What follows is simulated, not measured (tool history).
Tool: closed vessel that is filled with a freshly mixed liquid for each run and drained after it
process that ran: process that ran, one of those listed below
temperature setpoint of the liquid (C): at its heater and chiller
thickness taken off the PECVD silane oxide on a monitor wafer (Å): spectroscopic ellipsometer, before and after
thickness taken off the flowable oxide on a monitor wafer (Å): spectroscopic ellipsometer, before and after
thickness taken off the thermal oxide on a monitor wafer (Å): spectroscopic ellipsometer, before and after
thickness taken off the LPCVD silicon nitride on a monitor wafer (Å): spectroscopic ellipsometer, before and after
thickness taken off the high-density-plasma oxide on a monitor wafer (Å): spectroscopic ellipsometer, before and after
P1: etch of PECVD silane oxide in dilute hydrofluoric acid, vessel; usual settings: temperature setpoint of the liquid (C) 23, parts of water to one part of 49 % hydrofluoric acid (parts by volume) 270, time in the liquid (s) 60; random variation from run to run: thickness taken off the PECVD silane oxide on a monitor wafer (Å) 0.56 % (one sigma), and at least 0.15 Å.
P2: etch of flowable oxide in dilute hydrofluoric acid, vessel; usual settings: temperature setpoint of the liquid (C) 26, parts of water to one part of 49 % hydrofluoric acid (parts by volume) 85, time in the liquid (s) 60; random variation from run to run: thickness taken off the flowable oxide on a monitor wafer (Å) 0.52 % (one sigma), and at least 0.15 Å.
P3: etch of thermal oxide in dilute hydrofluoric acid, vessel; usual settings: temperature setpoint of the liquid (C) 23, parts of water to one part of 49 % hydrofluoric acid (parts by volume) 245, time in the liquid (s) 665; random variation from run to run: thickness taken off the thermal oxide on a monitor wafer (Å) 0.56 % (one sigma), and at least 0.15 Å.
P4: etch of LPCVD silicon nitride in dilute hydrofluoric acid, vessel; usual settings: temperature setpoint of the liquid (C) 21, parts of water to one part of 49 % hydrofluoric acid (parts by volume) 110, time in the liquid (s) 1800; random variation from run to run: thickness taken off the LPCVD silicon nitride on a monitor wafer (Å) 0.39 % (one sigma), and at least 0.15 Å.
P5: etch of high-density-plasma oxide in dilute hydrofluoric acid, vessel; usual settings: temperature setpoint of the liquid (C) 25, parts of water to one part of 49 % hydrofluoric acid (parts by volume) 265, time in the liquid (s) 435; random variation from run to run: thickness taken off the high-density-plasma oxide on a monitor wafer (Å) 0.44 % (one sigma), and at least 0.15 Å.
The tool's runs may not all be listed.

run   hour  process that ran  temperature setpoint of the liquid (C)  parts of water to one part of 49 % hydrofluoric acid (parts by volume)  time in the liquid (s)  hours since the thermometer was replaced  hours since the hydrofluoric acid flow meter was replaced  thickness taken off the PECVD silane oxide on a monitor wafer (Å)  thickness taken off the flowable oxide on a monitor wafer (Å)  thickness taken off the thermal oxide on a monitor wafer (Å)  thickness taken off the LPCVD silicon nitride on a monitor wafer (Å)  thickness taken off the high-density-plasma oxide on a monitor wafer (Å)
  1   11.8                P1                                      23                                                                     270                      60                                     538.1                                                      776.7                                                             71.801
  2   25.4                P2                                      26                                                                      85                      60                                     551.7                                                      790.3                                                                                                                            428.31
  3   33.8                P1                                      17                                                                     160                      60                                     560.1                                                      798.7                                                             105.45
  4   46.8                P2                                      19                                                                      85                      60                                     573.1                                                      811.7                                                                                                                            322.09
  5   61.6                P1                                      23                                                                     270                      95                                     587.9                                                      826.5                                                             111.89
  6   74.4                P1                                      31                                                                      60                      60                                     600.7                                                      839.3                                                             553.35
  7   88.1                P3                                      23                                                                     245                     665                                     614.4                                                        853                                                                                                                                                                                          98.905
  8  104.2                P1                                      23                                                                     395                      60                                     630.5                                                      869.1                                                             42.473
  9  119.8                P3                                    27.5                                                                     245                     665                                     646.1                                                      884.7                                                                                                                                                                                          115.44
 10    136                P4                                      21                                                                     110                    3115                                     662.3                                                      900.9                                                                                                                                                                                                                                                                101.15
 11    149                P1                                      23                                                                     270                      60                                     675.3                                                      913.9                                                             70.499
 12  163.7                P3                                      23                                                                     245                     230                                       690                                                      928.6                                                                                                                                                                                           33.96
 13  178.6                P1                                      23                                                                     270                      60                                     704.9                                                      943.5                                                             70.864
 14  186.8                P4                                      21                                                                      20                    1800                                     713.1                                                      951.7                                                                                                                                                                                                                                                                304.92
 15  203.6                P5                                      25                                                                     265                     810                                     729.9                                                      968.5                                                                                                                                                                                                                                                                                                                                          226.42
 16  219.3                P3                                      23                                                                     140                     665                                     745.6                                                      984.2                                                                                                                                                                                           194.3
 17  231.7                P1                                      23                                                                     155                      30                                       758                                                      996.6                                                             70.084
 18  244.3                P1                                      23                                                                     270                      30                                     770.6                                                     1009.2                                                             35.405
 19  257.3                P5                                      18                                                                     265                     435                                     783.6                                                     1022.2                                                                                                                                                                                                                                                                                                                                          94.588
 20  265.9                P4                                      21                                                                     110                    1800                                     792.2                                                     1030.8                                                                                                                                                                                                                                                                59.108
 21  275.6                P1                                      23                                                                     270                      60                                     801.9                                                     1040.5                                                             70.839
 22  285.1                P4                                      29                                                                     110                    1800                                     811.4                                                       1050                                                                                                                                                                                                                                                                99.221
 23  297.8                P2                                      26                                                                     150                      60                                     824.1                                                     1062.7                                                                                                                            224.08
 24  311.9                P1                                      23                                                                     120                      60                                     838.2                                                     1076.8                                                                187
 25    326                P5                                      25                                                                     265                     435                                     852.3                                                     1090.9                                                                                                                                                                                                                                                                                                                                          122.03
 26  334.5                P1                                    28.5                                                                     270                      60                                     860.8                                                     1099.4                                                             86.058
 27  348.9                P2                                      26                                                                      85                      35                                     875.2                                                     1113.8                                                                                                                            251.48
 28  365.2                P5                                      25                                                                     110                     435                                     891.5                                                     1130.1                                                                                                                                                                                                                                                                                                                                          349.12
 29  375.9                P1                                      17                                                                     270                      60                                     902.2                                                     1140.8                                                             57.289
 30  385.2                P2                                      26                                                                      85                      60                                     911.5                                                     1150.1                                                                                                                            426.85
 31  394.9                P1                                      23                                                                     270                      60                                     921.2                                                     1159.8                                                             70.569
 32  406.4                P1                                      23                                                                     270                      60                                     932.7                                                     1171.3                                                             70.501
 33  417.4                P1                                      23                                                                     270                      60                                     943.7                                                     1182.3                                                             73.162
 34  430.3                P1                                      23                                                                     270                      60                                     956.6                                                     1195.2                                                             75.258
 35  438.5                P1                                      23                                                                     270                      60                                     964.8                                                     1203.4                                                             75.451
 36  449.8                P1                                      23                                                                     270                      60                                     976.1                                                     1214.7                                                             75.362
 37  465.4                P1                                      23                                                                     270                      60                                     991.7                                                     1230.3                                                             76.005
 38  477.1                P1                                      23                                                                     270                      60                                    1003.4                                                       1242                                                              76.63

What P1 gives has crept away from where it was. These 2 causes fit the log equally well, each at the size given:
A: hydrofluoric acid flow above the setpoint (%) = 5.67
B: liquid hotter than its thermometer reads (K) = 1.97
The creep began at about hour 406.4.

4 check runs are offered, one wafer each, their results left as question marks. Which one tells the causes apart?
check 1  488.8                P5                                      20                                                                     265                     435                                                                                                                                                                                                                                                                                                                                                                                                                                                    ?
check 2  488.8                P2                                      23                                                                     145                      60                                                                                                                                                                                                                                      ?
check 3  488.8                P3                                      27                                                                     245                     665                                                                                                                                                                                                                                                                                                    ?
check 4  488.8                P4                                    26.5                                                                     110                    1800                                                                                                                                                                                                                                                                                                                                                                          ?

What each check would give under each cause:
  check                                                                    result    if A    if B
check 1  thickness taken off the high-density-plasma oxide on a monitor wafer (Å)  109.26  109.71
check 2             thickness taken off the flowable oxide on a monitor wafer (Å)  220.75  223.33
check 3              thickness taken off the thermal oxide on a monitor wafer (Å)  122.39  122.12
check 4      thickness taken off the LPCVD silicon nitride on a monitor wafer (Å)  88.822  95.329
How far apart the two closest causes lie, in the result that separates them most: check 1 0.41 %; check 2 1.16 %; check 3 0.22 %; check 4 7.07 %
Only check 4 tells the causes apart: in the others they would give nearly the same result.

Check 4 was then run and gave: thickness taken off the LPCVD silicon nitride on a monitor wafer (Å) 95.174. Which cause is it?

It is B: liquid hotter than its thermometer reads (K).
